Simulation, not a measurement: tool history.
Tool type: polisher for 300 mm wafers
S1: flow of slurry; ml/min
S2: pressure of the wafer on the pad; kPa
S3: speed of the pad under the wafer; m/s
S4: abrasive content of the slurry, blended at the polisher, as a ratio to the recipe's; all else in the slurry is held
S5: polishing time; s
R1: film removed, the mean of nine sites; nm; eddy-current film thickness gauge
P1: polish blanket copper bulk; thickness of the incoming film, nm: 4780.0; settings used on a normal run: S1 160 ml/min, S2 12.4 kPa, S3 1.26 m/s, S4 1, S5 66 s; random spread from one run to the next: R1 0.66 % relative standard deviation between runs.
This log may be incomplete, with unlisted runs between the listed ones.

run,day,S1,S2,S3,S4,S5,R1
1,0.358,160,12.4,1.26,1,66,482.84
2,0.717,160,12.4,1.8,1,66,692.2
3,1.038,240,12.4,1.26,1,66,511.26
4,1.604,160,12.4,1.26,1,66,488.13
5,1.888,160,17.9,1.26,1,66,696.54
6,2.283,160,12.4,1.26,1,66,481.98
7,2.929,160,12.4,1.26,1.45,66,517.24
8,3.438,160,12.4,1.26,1,66,486.36
9,4.004,95,12.4,1.26,1,66,433.61
10,4.375,160,12.4,0.86,1,66,332.09
11,4.708,160,6.2,1.26,1,66,243.55
12,5.225,160,6.9,1.66,1,66,354.48
13,5.517,210,8.3,1.26,1,66,336.81
14,6.025,160,12.4,1.26,0.65,66,444.41
15,6.425,160,12.4,1.26,1,99,730.8
16,6.792,160,12.4,1.26,1,66,484.48
17,7.254,160,12.4,1.26,1,38,278.44
18,7.9,160,12.4,1.26,1,66,494.6
19,8.454,160,12.4,1.26,1,66,478.63
20,9.008,160,12.4,1.26,1,66,461.54
21,9.433,160,12.4,1.26,1,66,458.53
22,9.754,160,12.4,1.26,1,66,452.44
# day 10.062: head pressure recalibrated
23,10.088,160,12.4,1.26,1,66,452.87
# day 10.129: slurry blender recalibrated
24,10.454,160,12.4,1.26,1,66,447.82
25,10.996,160,12.4,1.26,1,66,444.05
26,11.321,160,12.4,1.26,1,66,447.95
27,11.708,160,12.4,1.26,1,66,438.91

Compared with where it was, what P1 gives has crept away. Each cause listed below fits the log as well as the rest, at the size given for it:
A: slurry flow missing at the pad, % = 36.2
B: removal rate lost through wear of the pad, % = 8.58
The process output started creeping at around day 7.9.
Every other cause this tool's parts could produce, and why it does not fit the log:
head's pressure below its setpoint, %: maintenance at day 10.062, after the shift began, did not return the process to its former output
abrasive missing from the slurry, %: maintenance at day 10.129, after the shift began, did not return the process to its former output

Consider the 4 check runs below, whose results appear as question marks and each of which averages 3 wafers. Which one distinguishes the causes, in that each cause would give it a clearly different result?
check 1,12.096,160,15.9,1.26,1,66,?
check 2,12.096,160,15.2,1.26,1,66,?
check 3,12.096,160,12.4,1.58,0.75,66,?
check 4,12.096,115,7.6,1.26,1,66,?

Outcome of each check run for each possible cause:
check,result,if A,if B
check 1,R1,567.98,567.97
check 2,R1,543.28,543.28
check 3,R1,524.63,524.63
check 4,R1,247.55,255.24
Per-check spread between the two closest causes, in the result where they differ most: check 1 0 %; check 2 0 %; check 3 0 %; check 4 3.06 %
The causes can be told apart only by check 4. The other checks would give nearly the same results under each of them.

Check 4 was then run and gave: R1 248.3 nm. Which cause is it?

The cause is A: slurry flow missing at the pad, %.
